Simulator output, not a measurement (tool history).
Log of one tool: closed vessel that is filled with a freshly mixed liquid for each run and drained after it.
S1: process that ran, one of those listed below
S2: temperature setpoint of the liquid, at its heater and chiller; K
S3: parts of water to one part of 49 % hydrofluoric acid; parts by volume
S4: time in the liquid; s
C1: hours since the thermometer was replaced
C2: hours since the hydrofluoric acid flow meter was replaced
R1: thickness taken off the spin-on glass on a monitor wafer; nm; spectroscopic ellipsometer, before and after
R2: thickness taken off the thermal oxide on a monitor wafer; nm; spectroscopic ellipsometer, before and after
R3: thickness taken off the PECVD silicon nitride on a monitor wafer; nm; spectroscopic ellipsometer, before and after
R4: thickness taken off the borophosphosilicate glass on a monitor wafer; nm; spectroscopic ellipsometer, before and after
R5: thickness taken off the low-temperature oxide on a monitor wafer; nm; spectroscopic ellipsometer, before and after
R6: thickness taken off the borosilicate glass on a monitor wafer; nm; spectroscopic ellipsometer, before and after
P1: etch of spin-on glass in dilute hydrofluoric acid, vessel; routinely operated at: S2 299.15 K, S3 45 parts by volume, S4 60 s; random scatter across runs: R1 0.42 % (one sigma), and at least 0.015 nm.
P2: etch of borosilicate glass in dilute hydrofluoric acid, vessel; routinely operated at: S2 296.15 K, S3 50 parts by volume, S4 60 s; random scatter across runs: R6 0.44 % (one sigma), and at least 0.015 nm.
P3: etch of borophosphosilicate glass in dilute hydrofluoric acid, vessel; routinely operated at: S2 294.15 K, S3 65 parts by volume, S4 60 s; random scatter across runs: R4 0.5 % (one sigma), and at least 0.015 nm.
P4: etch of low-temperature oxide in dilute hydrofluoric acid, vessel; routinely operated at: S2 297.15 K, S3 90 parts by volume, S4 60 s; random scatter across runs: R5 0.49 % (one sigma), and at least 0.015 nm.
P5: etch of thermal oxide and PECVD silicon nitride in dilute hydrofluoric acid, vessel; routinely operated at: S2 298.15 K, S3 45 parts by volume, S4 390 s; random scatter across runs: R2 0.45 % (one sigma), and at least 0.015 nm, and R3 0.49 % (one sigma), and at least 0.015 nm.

run   hour  S1      S2   S3   S4      C1      C2       R1       R2       R3      R4       R5       R6
  1    7.8  P1  299.15   45   60   879.9  1150.9   57.059
  2   15.3  P1  299.15   20   30   887.4  1158.4   66.779
  3   23.8  P5  298.15   45  390   895.9  1166.9           42.1660  25.7590
  4   30.3  P3  294.15   65   60   902.4  1173.4                             34.265
  5   35.6  P1  299.15   20   60   907.7  1178.7  133.170
  6   42.2  P1  299.15   45   60   914.3  1185.3   57.194
  7   50.1  P1  299.15   45   90   922.2  1193.2   85.927
  8   59.7  P4  305.15   90   60   931.8  1202.8                                     27.0360
  9   67.1  P4  297.15   90   30   939.2  1210.2                                      9.8864
 10   76.4  P5  298.15   45   55   948.5  1219.5            5.9525   3.5737
 11   83.2  P1  306.15   45   60   955.3  1226.3   75.930
 12   89.1  P4  297.15  150   60   961.2  1232.2                                     11.1410
 13   94.2  P1  299.15   65   30   966.3  1237.3   19.259
 14  102.9  P3  294.15   30   60   975.0  1246.0                             77.511
 15  109.0  P4  297.15   90   60   981.1  1252.1                                     19.8330
 16  114.7  P1  299.15   45   60   986.8  1257.8   57.195
 17  121.1  P2  296.15   50   60   993.2  1264.2                                               58.070
 18  131.5  P3  294.15   65   30  1003.6  1274.6                             17.255
 19  139.2  P5  298.15   65  390  1011.3  1282.3           28.5420  17.7940
 20  146.2  P1  299.15   45   60  1018.3  1289.3   56.951
 21  151.9  P1  299.15   65   60  1024.0  1295.0   38.751
 22  158.4  P2  300.65   50   60  1030.5  1301.5                                               69.572
 23  168.1  P3  290.15   65   60  1040.2  1311.2                             29.071
 24  178.9  P1  299.15   45   30  1051.0  1322.0   28.518
 25  185.7  P1  299.15   45   60  1057.8  1328.8   56.873
 26  195.1  P1  294.15   45   60  1067.2  1338.2   46.378
 27  205.4  P2  296.15   20   60  1077.5  1348.5                                              149.940
 28  212.5  P3  294.15   65   60  1084.6  1355.6                             34.104
 29  218.5  P2  296.15   50   30  1090.6  1361.6                                               28.771
 30  227.7  P5  291.15   45  390  1099.8  1370.8           31.4470  15.7450
 31  234.0  P1  299.15   45   60  1106.1  1377.1   57.144
 32  244.8  P1  299.15   45   60  1116.9  1387.9   59.171
 33  253.4  P1  299.15   45   60  1125.5  1396.5   59.401
 34  261.1  P1  299.15   45   60  1133.2  1404.2   60.397
 35  270.5  P1  299.15   45   60  1142.6  1413.6   59.975
 36  280.7  P1  299.15   45   60  1152.8  1423.8   60.539
 37  289.8  P1  299.15   45   60  1161.9  1432.9   60.246
 38  296.4  P1  299.15   45   60  1168.5  1439.5   60.600

Something has made what P1 gives creep away from where it was; the 2 causes below, each at its own stated size, fit the log equally well:
A: hydrofluoric acid flow above the setpoint (%) = 5.5
B: liquid hotter than its thermometer reads (K) = 1.41
Onset of the creep was near hour 234.0.

4 check runs are offered, one wafer each, their results left as question marks. Which one tells the causes apart?
check 1  303.0  P4  302.65  90   60                           ?
check 2  303.0  P5  292.15  45  235               ?   ?
check 3  303.0  P3  294.15  45   60                       ?
check 4  303.0  P2  296.15  30   30                               ?

If the cause were each of the candidates in turn, the checks would give the following:
  check  result     if A     if B
check 1      R5  26.0800  25.8990
check 2      R2  21.0090  21.0900
check 2      R3  10.7180  11.2270
check 3      R4   53.895   54.044
check 4      R6   52.224   52.416
Gap, in per cent, between the two causes that each check separates least, read from the result that separates them most: check 1 0.7 %; check 2 4.64 %; check 3 0.28 %; check 4 0.37 %
Check 2 is the one run that separates the causes; every other check would come out nearly the same whichever cause is at work.

Check 2 was then run and gave: R2 20.9850 nm; R3 10.7350 nm. Which cause is it?

A is the cause: hydrofluoric acid flow above the setpoint (%).
